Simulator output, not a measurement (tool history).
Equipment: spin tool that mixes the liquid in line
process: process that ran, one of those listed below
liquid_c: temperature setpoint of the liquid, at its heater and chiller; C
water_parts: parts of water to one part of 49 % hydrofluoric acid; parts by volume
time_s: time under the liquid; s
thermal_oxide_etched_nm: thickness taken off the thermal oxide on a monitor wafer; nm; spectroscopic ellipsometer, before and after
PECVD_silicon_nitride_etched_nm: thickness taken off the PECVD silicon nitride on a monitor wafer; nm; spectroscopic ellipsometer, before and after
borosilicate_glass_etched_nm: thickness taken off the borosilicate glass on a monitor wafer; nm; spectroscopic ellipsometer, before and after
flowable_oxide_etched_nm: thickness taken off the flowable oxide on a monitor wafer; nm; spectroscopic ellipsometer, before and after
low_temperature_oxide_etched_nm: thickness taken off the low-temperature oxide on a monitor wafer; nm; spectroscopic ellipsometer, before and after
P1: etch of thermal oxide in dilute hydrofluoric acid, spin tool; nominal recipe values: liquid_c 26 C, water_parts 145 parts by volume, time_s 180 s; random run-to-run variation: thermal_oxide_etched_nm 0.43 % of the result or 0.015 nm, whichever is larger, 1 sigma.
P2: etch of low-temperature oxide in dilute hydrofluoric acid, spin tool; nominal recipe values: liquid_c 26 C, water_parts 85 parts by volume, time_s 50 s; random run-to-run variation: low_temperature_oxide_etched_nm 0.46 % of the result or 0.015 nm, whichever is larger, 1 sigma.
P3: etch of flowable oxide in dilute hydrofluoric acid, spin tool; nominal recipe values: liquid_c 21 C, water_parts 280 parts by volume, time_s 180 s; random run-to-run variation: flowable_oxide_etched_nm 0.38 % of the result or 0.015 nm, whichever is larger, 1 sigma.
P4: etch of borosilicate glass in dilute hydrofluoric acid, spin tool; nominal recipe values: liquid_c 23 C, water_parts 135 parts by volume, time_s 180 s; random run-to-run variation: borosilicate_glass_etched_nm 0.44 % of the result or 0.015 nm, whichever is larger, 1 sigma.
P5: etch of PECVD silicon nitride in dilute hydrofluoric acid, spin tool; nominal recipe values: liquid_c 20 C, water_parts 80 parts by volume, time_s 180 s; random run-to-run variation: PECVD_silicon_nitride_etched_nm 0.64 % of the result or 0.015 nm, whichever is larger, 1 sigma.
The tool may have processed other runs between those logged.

run	hour	process	liquid_c	water_parts	time_s	hours since the thermometer was replaced	hours since the hydrofluoric acid flow meter was replaced	thermal_oxide_etched_nm	PECVD_silicon_nitride_etched_nm	borosilicate_glass_etched_nm	flowable_oxide_etched_nm	low_temperature_oxide_etched_nm
1	9.8	P1	26	145	180	203.6	891.6	5.711				
2	16.2	P5	20	80	180	210	898		3.516			
3	21.5	P1	26	145	180	215.3	903.3	5.6758				
4	27	P5	20	80	55	220.8	908.8		1.0532			
5	34.7	P4	23	135	260	228.5	916.5			37.235		
6	40.3	P3	21	150	180	234.1	922.1				57.802	
7	46.3	P5	25	80	180	240.1	928.1		4.8655			
8	57.1	P1	26	145	180	250.9	938.9	5.726				
9	63	P1	18.5	145	180	256.8	944.8	4.2464				
10	71.5	P3	21	280	85	265.3	953.3				12.882	
11	82.1	P4	23	135	180	275.9	963.9			25.86		
12	89.7	P1	26	85	180	283.5	971.5	10.421				
13	98.1	P5	20	20	180	291.9	979.9		13.197			
14	104.2	P1	18.5	145	15	298	986	0.36615				
15	108.9	P1	26	145	180	302.7	990.7	5.7182				
16	117.1	P2	26	85	90	310.9	998.9					21.086
17	127.9	P1	26	145	280	321.7	1009.7	8.8758				
18	138.3	P4	18.5	135	180	332.1	1020.1			21.715		
19	147.5	P1	26	145	45	341.3	1029.3	1.4187				
20	158.7	P2	32.5	85	50	352.5	1040.5					14.985
21	168.3	P3	17	280	180	362.1	1050.1				23.614	

What does the tool deliver on the next run?
22	176.1	P4	23	230	180	369.9	1057.9			?		

{"run 22": {"borosilicate_glass_etched_nm": 13.845}}

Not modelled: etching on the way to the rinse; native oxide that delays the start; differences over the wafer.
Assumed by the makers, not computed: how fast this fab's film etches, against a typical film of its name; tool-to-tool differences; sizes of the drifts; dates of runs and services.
